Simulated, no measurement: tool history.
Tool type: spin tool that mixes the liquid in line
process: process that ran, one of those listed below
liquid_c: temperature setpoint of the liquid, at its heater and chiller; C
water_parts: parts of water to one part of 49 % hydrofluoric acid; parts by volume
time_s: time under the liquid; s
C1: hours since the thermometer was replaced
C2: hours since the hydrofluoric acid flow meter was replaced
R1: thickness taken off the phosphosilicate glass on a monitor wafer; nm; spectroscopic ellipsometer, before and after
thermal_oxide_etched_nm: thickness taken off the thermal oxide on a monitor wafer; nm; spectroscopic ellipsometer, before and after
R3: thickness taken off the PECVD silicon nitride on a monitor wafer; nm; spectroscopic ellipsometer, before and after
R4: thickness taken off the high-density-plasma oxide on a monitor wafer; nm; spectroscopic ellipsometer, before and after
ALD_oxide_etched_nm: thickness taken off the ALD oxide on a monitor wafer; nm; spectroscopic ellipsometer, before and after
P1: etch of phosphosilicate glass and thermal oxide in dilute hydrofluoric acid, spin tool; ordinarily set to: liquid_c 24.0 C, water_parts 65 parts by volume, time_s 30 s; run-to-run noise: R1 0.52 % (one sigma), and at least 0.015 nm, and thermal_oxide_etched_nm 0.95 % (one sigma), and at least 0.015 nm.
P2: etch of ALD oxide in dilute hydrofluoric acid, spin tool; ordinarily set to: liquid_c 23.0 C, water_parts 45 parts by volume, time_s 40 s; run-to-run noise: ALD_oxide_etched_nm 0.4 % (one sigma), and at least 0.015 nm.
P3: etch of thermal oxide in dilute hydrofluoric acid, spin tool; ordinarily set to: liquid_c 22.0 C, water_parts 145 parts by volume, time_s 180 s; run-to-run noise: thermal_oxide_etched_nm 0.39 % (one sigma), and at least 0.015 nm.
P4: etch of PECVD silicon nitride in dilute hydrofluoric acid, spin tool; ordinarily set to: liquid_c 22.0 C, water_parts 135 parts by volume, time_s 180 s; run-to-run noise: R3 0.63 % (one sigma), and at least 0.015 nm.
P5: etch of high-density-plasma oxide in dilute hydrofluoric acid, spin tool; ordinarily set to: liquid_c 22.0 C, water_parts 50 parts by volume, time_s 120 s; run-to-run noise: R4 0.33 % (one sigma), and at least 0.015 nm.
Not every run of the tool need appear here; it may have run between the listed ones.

run 1 hour=10.2 | process=P1 liquid_c=24.0 water_parts=65 time_s=30 | C1=1197.4 C2=633.5 | R1=29.023 thermal_oxide_etched_nm=2.3266
run 2 hour=21.0 | process=P4 liquid_c=22.0 water_parts=135 time_s=360 | C1=1208.2 C2=644.3 | R3=8.9355
run 3 hour=33.0 | process=P5 liquid_c=22.0 water_parts=50 time_s=200 | C1=1220.2 C2=656.3 | R4=29.2290
run 4 hour=40.9 | process=P4 liquid_c=30.5 water_parts=135 time_s=180 | C1=1228.1 C2=664.2 | R3=7.5444
run 5 hour=52.6 | process=P2 liquid_c=23.0 water_parts=45 time_s=40 | C1=1239.8 C2=675.9 | ALD_oxide_etched_nm=11.7510
run 6 hour=60.7 | process=P5 liquid_c=22.0 water_parts=50 time_s=120 | C1=1247.9 C2=684.0 | R4=17.4710
run 7 hour=70.5 | process=P2 liquid_c=17.0 water_parts=45 time_s=40 | C1=1257.7 C2=693.8 | ALD_oxide_etched_nm=9.1299
run 8 hour=78.6 | process=P1 liquid_c=24.0 water_parts=65 time_s=15 | C1=1265.8 C2=701.9 | R1=14.559 thermal_oxide_etched_nm=1.1711
run 9 hour=88.5 | process=P1 liquid_c=24.0 water_parts=65 time_s=30 | C1=1275.7 C2=711.8 | R1=28.956 thermal_oxide_etched_nm=2.3710
run 10 hour=103.4 | process=P1 liquid_c=24.0 water_parts=65 time_s=30 | C1=1290.6 C2=726.7 | R1=28.948 thermal_oxide_etched_nm=2.3612
run 11 hour=111.1 | process=P1 liquid_c=24.0 water_parts=65 time_s=30 | C1=1298.3 C2=734.4 | R1=29.041 thermal_oxide_etched_nm=2.3477
run 12 hour=119.0 | process=P3 liquid_c=22.0 water_parts=145 time_s=60 | C1=1306.2 C2=742.3 | thermal_oxide_etched_nm=1.8547
run 13 hour=130.9 | process=P2 liquid_c=23.0 water_parts=45 time_s=15 | C1=1318.1 C2=754.2 | ALD_oxide_etched_nm=4.4131
run 14 hour=141.3 | process=P3 liquid_c=22.0 water_parts=205 time_s=180 | C1=1328.5 C2=764.6 | thermal_oxide_etched_nm=3.6967
-- hour=144.7 thermometer replaced
run 15 hour=148.5 | process=P4 liquid_c=22.0 water_parts=135 time_s=180 | C1=3.9 C2=771.8 | R3=4.4984
run 16 hour=157.2 | process=P3 liquid_c=22.0 water_parts=145 time_s=180 | C1=12.6 C2=780.5 | thermal_oxide_etched_nm=5.5934
run 17 hour=166.1 | process=P3 liquid_c=18.5 water_parts=145 time_s=180 | C1=21.5 C2=789.4 | thermal_oxide_etched_nm=4.8672
run 18 hour=175.9 | process=P1 liquid_c=24.0 water_parts=65 time_s=55 | C1=31.3 C2=799.2 | R1=52.914 thermal_oxide_etched_nm=4.3711
run 19 hour=186.7 | process=P1 liquid_c=31.5 water_parts=65 time_s=15 | C1=42.1 C2=810.0 | R1=19.301 thermal_oxide_etched_nm=1.6310
run 20 hour=194.2 | process=P1 liquid_c=24.0 water_parts=35 time_s=30 | C1=49.6 C2=817.5 | R1=55.684 thermal_oxide_etched_nm=4.5014
run 21 hour=200.8 | process=P4 liquid_c=22.0 water_parts=225 time_s=180 | C1=56.2 C2=824.1 | R3=2.7026
run 22 hour=208.4 | process=P3 liquid_c=22.0 water_parts=145 time_s=180 | C1=63.8 C2=831.7 | thermal_oxide_etched_nm=5.6174
run 23 hour=217.1 | process=P2 liquid_c=23.0 water_parts=30 time_s=40 | C1=72.5 C2=840.4 | ALD_oxide_etched_nm=18.1050
run 24 hour=226.4 | process=P1 liquid_c=30.0 water_parts=65 time_s=55 | C1=81.8 C2=849.7 | R1=67.131 thermal_oxide_etched_nm=5.5084
run 25 hour=237.2 | process=P1 liquid_c=17.0 water_parts=65 time_s=30 | C1=92.6 C2=860.5 | R1=21.458 thermal_oxide_etched_nm=1.7489
run 26 hour=249.8 | process=P1 liquid_c=24.0 water_parts=95 time_s=30 | C1=105.2 C2=873.1 | R1=18.911 thermal_oxide_etched_nm=1.5676
run 27 hour=264.0 | process=P1 liquid_c=31.5 water_parts=65 time_s=30 | C1=119.4 C2=887.3 | R1=39.035 thermal_oxide_etched_nm=3.1034
run 28 hour=271.0 | process=P5 liquid_c=22.0 water_parts=90 time_s=120 | C1=126.4 C2=894.3 | R4=9.3161
run 29 hour=278.1 | process=P5 liquid_c=17.0 water_parts=50 time_s=120 | C1=133.5 C2=901.4 | R4=14.1560
run 30 hour=286.8 | process=P1 liquid_c=24.0 water_parts=65 time_s=30 | C1=142.2 C2=910.1 | R1=29.074 thermal_oxide_etched_nm=2.3265
run 31 hour=295.5 | process=P1 liquid_c=24.0 water_parts=65 time_s=30 | C1=150.9 C2=918.8 | R1=29.823 thermal_oxide_etched_nm=2.4270
run 32 hour=307.0 | process=P1 liquid_c=24.0 water_parts=65 time_s=30 | C1=162.4 C2=930.3 | R1=30.249 thermal_oxide_etched_nm=2.4483
run 33 hour=321.6 | process=P1 liquid_c=24.0 water_parts=65 time_s=30 | C1=177.0 C2=944.9 | R1=30.501 thermal_oxide_etched_nm=2.4612
run 34 hour=330.3 | process=P1 liquid_c=24.0 water_parts=65 time_s=30 | C1=185.7 C2=953.6 | R1=30.859 thermal_oxide_etched_nm=2.5160
run 35 hour=341.7 | process=P1 liquid_c=24.0 water_parts=65 time_s=30 | C1=197.1 C2=965.0 | R1=31.094 thermal_oxide_etched_nm=2.5959
run 36 hour=352.5 | process=P1 liquid_c=24.0 water_parts=65 time_s=30 | C1=207.9 C2=975.8 | R1=31.443 thermal_oxide_etched_nm=2.5082
run 37 hour=364.6 | process=P1 liquid_c=24.0 water_parts=65 time_s=30 | C1=220.0 C2=987.9 | R1=31.420 thermal_oxide_etched_nm=2.5679
run 38 hour=373.9 | process=P1 liquid_c=24.0 water_parts=65 time_s=30 | C1=229.3 C2=997.2 | R1=31.515 thermal_oxide_etched_nm=2.5902
run 39 hour=383.6 | process=P1 liquid_c=24.0 water_parts=65 time_s=30 | C1=239.0 C2=1006.9 | R1=31.487 thermal_oxide_etched_nm=2.5611
run 40 hour=396.3 | process=P1 liquid_c=24.0 water_parts=65 time_s=30 | C1=251.7 C2=1019.6 | R1=31.504 thermal_oxide_etched_nm=2.5695

P1 has crept away from where it was. The log is fitted equally well by each of these 2 causes, at the sizes shown:
A: liquid hotter than its thermometer reads (K) = 2.21
B: hydrofluoric acid flow above the setpoint (%) = 8.58
The gradual shift began around hour 286.8.

Question marks stand in for the results of the 4 check runs listed below, each run on one wafer. Under which run would the listed causes show clearly different results?
run check 1 hour=409.0 | process=P4 liquid_c=22.0 water_parts=135 time_s=180 | R3=?
run check 2 hour=409.0 | process=P5 liquid_c=22.0 water_parts=50 time_s=120 | R4=?
run check 3 hour=409.0 | process=P3 liquid_c=22.0 water_parts=145 time_s=180 | thermal_oxide_etched_nm=?
run check 4 hour=409.0 | process=P2 liquid_c=23.0 water_parts=45 time_s=40 | ALD_oxide_etched_nm=?

If the cause were each of the candidates in turn, the checks would give the following:
check=check_1 result=R3 if_A=5.1337 if_B=4.8167
check=check_2 result=R4 if_A=19.2360 if_B=19.1530
check=check_3 result=thermal_oxide_etched_nm if_A=6.0921 if_B=6.1501
check=check_4 result=ALD_oxide_etched_nm if_A=12.8850 if_B=12.8310
Minimum pairwise separation of causes per check, each pair taken at its best-separating result: check 1 6.37 %; check 2 0.43 %; check 3 0.95 %; check 4 0.42 %
The other checks would show nearly matching results whichever cause is true, so check 1 is the only one that separates the causes.

Check 1 has now been run. It gave: R3 5.1060 nm. Which of the candidate causes is it?

The correct cause is A, namely: liquid hotter than its thermometer reads (K).
